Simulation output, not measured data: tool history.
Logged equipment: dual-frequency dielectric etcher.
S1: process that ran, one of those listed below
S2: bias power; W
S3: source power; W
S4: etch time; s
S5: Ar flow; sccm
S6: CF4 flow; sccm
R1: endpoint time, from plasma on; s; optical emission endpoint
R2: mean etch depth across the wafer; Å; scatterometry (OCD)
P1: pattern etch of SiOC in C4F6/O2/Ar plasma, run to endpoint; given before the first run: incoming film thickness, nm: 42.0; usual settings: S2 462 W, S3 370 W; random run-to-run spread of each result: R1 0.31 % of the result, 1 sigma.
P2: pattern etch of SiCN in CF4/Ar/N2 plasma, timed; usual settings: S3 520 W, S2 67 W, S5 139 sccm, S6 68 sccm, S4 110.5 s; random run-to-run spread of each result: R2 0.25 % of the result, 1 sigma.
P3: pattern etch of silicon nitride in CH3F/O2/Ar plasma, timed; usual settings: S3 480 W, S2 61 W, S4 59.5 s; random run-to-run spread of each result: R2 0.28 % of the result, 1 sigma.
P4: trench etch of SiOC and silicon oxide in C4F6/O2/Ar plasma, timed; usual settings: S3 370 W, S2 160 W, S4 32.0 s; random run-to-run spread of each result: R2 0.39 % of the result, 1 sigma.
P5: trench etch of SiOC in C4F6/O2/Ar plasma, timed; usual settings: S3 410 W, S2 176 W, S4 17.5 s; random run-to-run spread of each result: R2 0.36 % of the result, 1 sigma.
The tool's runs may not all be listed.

run   hour  S1   S2   S3     S4   S5  S6      R1       R2
  1   16.6  P1  462  370                  14.778
  2   34.1  P3   61  360   59.5                    383.02
  3   41.8  P1  462  370                  14.751
  4   58.1  P1  285  370                  17.522
  5   67.8  P3   48  480   59.5                    395.99
  6   77.6  P5  176  410   11.0                    229.48
  7   91.1  P1  611  470                  12.081
  8  101.6  P1  462  280                  16.359
  9  118.0  P5  176  410   17.5                    367.45
 10  132.6  P2   67  390  110.5  139  68           735.59
 11  147.5  P1  462  370                  14.748
 12  163.6  P4  160  260   32.0                    513.31
 13  174.4  P2   67  520  152.0  139  68          1299.20
 14  191.8  P2   67  520  110.5  191  68           893.83
 15  202.5  P1  462  370                  14.722
 16  214.9  P4  160  370   39.0                    720.94
     223.3  -- source power generator calibrated
 17  225.2  P1  576  370                  13.509
 18  240.1  P2   67  520  110.5  139  68           945.22
 19  253.7  P4  160  370   32.0                    590.33
 20  262.8  P3   61  480   59.5                    429.45
 21  270.4  P1  462  370                  14.668
     273.6  -- wet clean of the chamber
 22  286.3  P4  221  370   32.0                    654.19
 23  303.4  P3   61  480   59.5                    428.60
 24  320.7  P5  176  320   17.5                    332.31
 25  336.1  P1  579  480                  12.280
 26  348.4  P2   67  520  110.5  139  83           975.17
 27  363.2  P5  220  410   17.5                    392.80
 28  374.5  P3   61  480   32.5                    234.32
 29  390.5  P2   48  520  110.5  139  68           841.23
 30  403.6  P1  462  370                  14.777
 31  412.7  P1  462  510                  13.088
 32  420.4  P2   67  520  110.5  139  68           946.62
 33  436.0  P1  462  370                  14.813
 34  448.3  P1  462  370                  14.583
 35  461.4  P1  462  370                  14.533
 36  473.8  P1  462  370                  14.494
     478.4  -- wet clean of the chamber
 37  486.4  P1  462  370                  14.573
 38  500.6  P1  462  370                  14.491
 39  511.6  P1  462  370                  14.512
 40  521.7  P1  462  370                  14.479
 41  533.8  P1  462  370                  14.517
 42  550.2  P1  462  370                  14.418

What P1 gives has crept off from where it sat before. The 2 causes that follow fit the log equally well, each at the size noted:
A: source power that arrives over what is set, % = 4.82
B: bias power that arrives over what is set, % = 4.79
The gradual shift began around hour 436.0.
Ruled out, with reasons:
chamber walls in a state that raises the etch rate, %: its service at hour 478.4 followed the start of the drift and did not put the process back to its old value

Consider the 4 single-wafer check runs listed below, results given as question marks: which one distinguishes between the causes by giving clearly different results for each?
check 1  566.6  P5  176  410   17.5                ?
check 2  566.6  P2   67  520  110.5  139  68       ?
check 3  566.6  P3   61  480   59.5                ?
check 4  566.6  P4  160  370   32.0                ?

Outcome of each check run for each possible cause:
  check  result    if A    if B
check 1      R2  372.53  371.20
check 2      R2  985.65  961.96
check 3      R2  437.26  435.99
check 4      R2  600.64  598.34
Smallest distance between any two causes, each pair judged by its most separating result, in per cent: check 1 0.36 %; check 2 2.43 %; check 3 0.29 %; check 4 0.38 %
The other checks would show nearly matching results whichever cause is true, so check 2 is the only one that separates the causes.

The results of check 2 are: R2 984.46 Å. Based on these, which of the listed causes is it?

It is A: source power that arrives over what is set, %.
